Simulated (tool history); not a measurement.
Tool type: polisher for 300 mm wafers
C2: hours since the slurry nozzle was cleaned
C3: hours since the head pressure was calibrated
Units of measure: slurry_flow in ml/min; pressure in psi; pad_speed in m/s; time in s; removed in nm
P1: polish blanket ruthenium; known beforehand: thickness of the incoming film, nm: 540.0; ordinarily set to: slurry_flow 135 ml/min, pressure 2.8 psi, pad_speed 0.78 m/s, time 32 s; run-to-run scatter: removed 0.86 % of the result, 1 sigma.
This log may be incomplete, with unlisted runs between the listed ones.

{"run": 1, "hour": 10.5, "slurry_flow": 135, "pressure": 2.8, "pad_speed": 0.78, "time": 32, "wafers polished on this pad": 415, "C2": 355.2, "C3": 375.5, "removed": 43.608}
{"run": 2, "hour": 19.4, "slurry_flow": 135, "pressure": 3.6, "pad_speed": 0.78, "time": 32, "wafers polished on this pad": 539, "C2": 364.1, "C3": 384.4, "removed": 56.302}
{"run": 3, "hour": 29.2, "slurry_flow": 135, "pressure": 2.8, "pad_speed": 0.78, "time": 32, "wafers polished on this pad": 675, "C2": 373.9, "C3": 394.2, "removed": 43.481}
{"run": 4, "hour": 36.0, "slurry_flow": 135, "pressure": 2.8, "pad_speed": 0.36, "time": 32, "wafers polished on this pad": 769, "C2": 380.7, "C3": 401, "removed": 20.628}
{"run": 5, "hour": 47.5, "slurry_flow": 135, "pressure": 2.8, "pad_speed": 0.78, "time": 32, "wafers polished on this pad": 929, "C2": 392.2, "C3": 412.5, "removed": 44.175}
{"run": 6, "hour": 55.3, "slurry_flow": 135, "pressure": 2.8, "pad_speed": 0.78, "time": 32, "wafers polished on this pad": 1037, "C2": 400, "C3": 420.3, "removed": 43.807}
{"run": 7, "hour": 64.3, "slurry_flow": 185, "pressure": 2.8, "pad_speed": 1.2, "time": 32, "wafers polished on this pad": 1162, "C2": 409, "C3": 429.3, "removed": 70.205}
{"run": 8, "hour": 72.3, "slurry_flow": 135, "pressure": 2.8, "pad_speed": 0.78, "time": 32, "wafers polished on this pad": 1273, "C2": 417, "C3": 437.3, "removed": 43.973}
{"run": 9, "hour": 82.0, "slurry_flow": 135, "pressure": 2.8, "pad_speed": 0.78, "time": 48, "wafers polished on this pad": 1408, "C2": 426.7, "C3": 447, "removed": 65.793}
{"run": 10, "hour": 90.6, "slurry_flow": 135, "pressure": 2.1, "pad_speed": 0.78, "time": 42, "wafers polished on this pad": 1527, "C2": 435.3, "C3": 455.6, "removed": 43.596}
{"run": 11, "hour": 98.9, "slurry_flow": 135, "pressure": 2.8, "pad_speed": 0.78, "time": 16, "wafers polished on this pad": 1642, "C2": 443.6, "C3": 463.9, "removed": 21.64}
{"run": 12, "hour": 112.0, "slurry_flow": 180, "pressure": 2.8, "pad_speed": 0.78, "time": 32, "wafers polished on this pad": 1824, "C2": 456.7, "C3": 477, "removed": 46.262}
{"run": 13, "hour": 123.4, "slurry_flow": 80, "pressure": 2.8, "pad_speed": 0.78, "time": 32, "wafers polished on this pad": 1983, "C2": 468.1, "C3": 488.4, "removed": 38.777}
{"run": 14, "hour": 132.8, "slurry_flow": 135, "pressure": 2.8, "pad_speed": 1.16, "time": 32, "wafers polished on this pad": 2113, "C2": 477.5, "C3": 497.8, "removed": 65.078}
{"run": 15, "hour": 146.4, "slurry_flow": 135, "pressure": 2.8, "pad_speed": 0.78, "time": 32, "wafers polished on this pad": 2302, "C2": 491.1, "C3": 511.4, "removed": 43.435}
{"run": 16, "hour": 158.0, "slurry_flow": 135, "pressure": 1.7, "pad_speed": 0.78, "time": 32, "wafers polished on this pad": 2463, "C2": 502.7, "C3": 523, "removed": 26.182}
{"run": 17, "hour": 166.0, "slurry_flow": 135, "pressure": 1.9, "pad_speed": 1, "time": 32, "wafers polished on this pad": 2574, "C2": 510.7, "C3": 531, "removed": 38.039}
{"run": 18, "hour": 173.7, "slurry_flow": 135, "pressure": 2.8, "pad_speed": 0.78, "time": 32, "wafers polished on this pad": 2681, "C2": 518.4, "C3": 538.7, "removed": 43.54}
{"run": 19, "hour": 182.9, "slurry_flow": 135, "pressure": 2.8, "pad_speed": 0.78, "time": 32, "wafers polished on this pad": 2809, "C2": 527.6, "C3": 547.9, "removed": 43.586}
{"run": 20, "hour": 191.6, "slurry_flow": 135, "pressure": 2.8, "pad_speed": 0.78, "time": 32, "wafers polished on this pad": 2929, "C2": 536.3, "C3": 556.6, "removed": 42.486}
{"run": 21, "hour": 200.2, "slurry_flow": 135, "pressure": 2.8, "pad_speed": 0.78, "time": 32, "wafers polished on this pad": 3049, "C2": 544.9, "C3": 565.2, "removed": 40.775}
{"run": 22, "hour": 207.8, "slurry_flow": 135, "pressure": 2.8, "pad_speed": 0.78, "time": 32, "wafers polished on this pad": 3154, "C2": 552.5, "C3": 572.8, "removed": 40.026}

The next listed run, before its measurement:
{"hour": 211.3, "done": "head pressure recalibrated"}
{"run": 23, "hour": 217.9, "slurry_flow": 135, "pressure": 2.8, "pad_speed": 0.78, "time": 32, "wafers polished on this pad": 3295, "C2": 562.6, "C3": 6.6, "removed": "?"}

Run 23 yielded removed 40.063 nm.
